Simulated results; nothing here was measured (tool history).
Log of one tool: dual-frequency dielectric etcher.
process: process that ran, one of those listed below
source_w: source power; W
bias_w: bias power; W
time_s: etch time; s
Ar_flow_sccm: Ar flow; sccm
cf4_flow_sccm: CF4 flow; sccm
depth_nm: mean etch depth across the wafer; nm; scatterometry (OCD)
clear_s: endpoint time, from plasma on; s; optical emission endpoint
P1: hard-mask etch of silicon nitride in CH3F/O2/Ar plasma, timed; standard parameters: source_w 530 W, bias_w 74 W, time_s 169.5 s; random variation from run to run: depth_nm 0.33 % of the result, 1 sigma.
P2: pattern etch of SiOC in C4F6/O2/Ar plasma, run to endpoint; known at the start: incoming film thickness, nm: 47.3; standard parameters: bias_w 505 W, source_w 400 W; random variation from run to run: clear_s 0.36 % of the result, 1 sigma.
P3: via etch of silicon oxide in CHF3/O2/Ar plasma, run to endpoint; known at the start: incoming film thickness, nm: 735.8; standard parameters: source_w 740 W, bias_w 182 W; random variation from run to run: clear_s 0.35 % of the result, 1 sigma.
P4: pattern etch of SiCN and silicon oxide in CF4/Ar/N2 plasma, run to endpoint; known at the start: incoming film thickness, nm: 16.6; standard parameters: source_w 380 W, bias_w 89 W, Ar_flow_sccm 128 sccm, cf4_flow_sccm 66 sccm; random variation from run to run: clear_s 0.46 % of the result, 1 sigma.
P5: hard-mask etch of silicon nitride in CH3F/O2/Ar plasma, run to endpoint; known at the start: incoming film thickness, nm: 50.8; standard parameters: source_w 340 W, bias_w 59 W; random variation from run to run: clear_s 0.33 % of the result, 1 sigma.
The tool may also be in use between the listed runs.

run   hour  process  source_w  bias_w  time_s  Ar_flow_sccm  cf4_flow_sccm  depth_nm  clear_s
  1    2.6       P1       530      74   169.5                                 133.62
  2    8.0       P3       740     182                                                 344.750
  3   10.9       P5       340      59                                                  82.693
      12.7  -- bias power generator calibrated
  4   13.8       P1       530      74   169.5                                 133.53
  5   17.8       P4       380      89                   128             66             21.878
  6   20.5       P1       730      94   169.5                                 164.20
  7   24.9       P1       530      74   118.0                                  92.97
  8   29.1       P3       460     182                                                 414.420
  9   32.8       P1       530      74   169.5                                 132.94
 10   35.5       P2       400     505                                                  16.159
 11   40.6       P1       680      88   169.5                                 155.35
 12   43.4       P1       530      74   246.5                                 194.02
 13   48.5       P5       430      59                                                  75.408
 14   53.3       P3       740     113                                                 398.500
 15   56.3       P1       380      74   169.5                                 117.53
 16   60.5       P4       380      89                    77             66             20.640
 17   64.1       P5       340      38                                                  95.568
 18   69.0       P4       550      89                   128             66             15.964
 19   71.9       P1       710      74   169.5                                 149.33
 20   76.8       P2       560     505                                                  14.325
 21   79.4       P1       530      74   169.5                                 132.99
 22   84.8       P1       530      96   169.5                                 146.13
 23   89.5       P2       400     711                                                  14.093
 24   94.1       P1       440      48   169.5                                 108.07
 25   97.8       P1       530      54   169.5                                 120.68
 26  101.3       P4       380     107                   128             66             20.640
 27  105.2       P4       380      89                   128             90             21.095

What does the tool deliver on the next run?
 28  108.4       P1       530      74   169.5                                      ?

Run 28 produced depth_nm 132.86 nm.
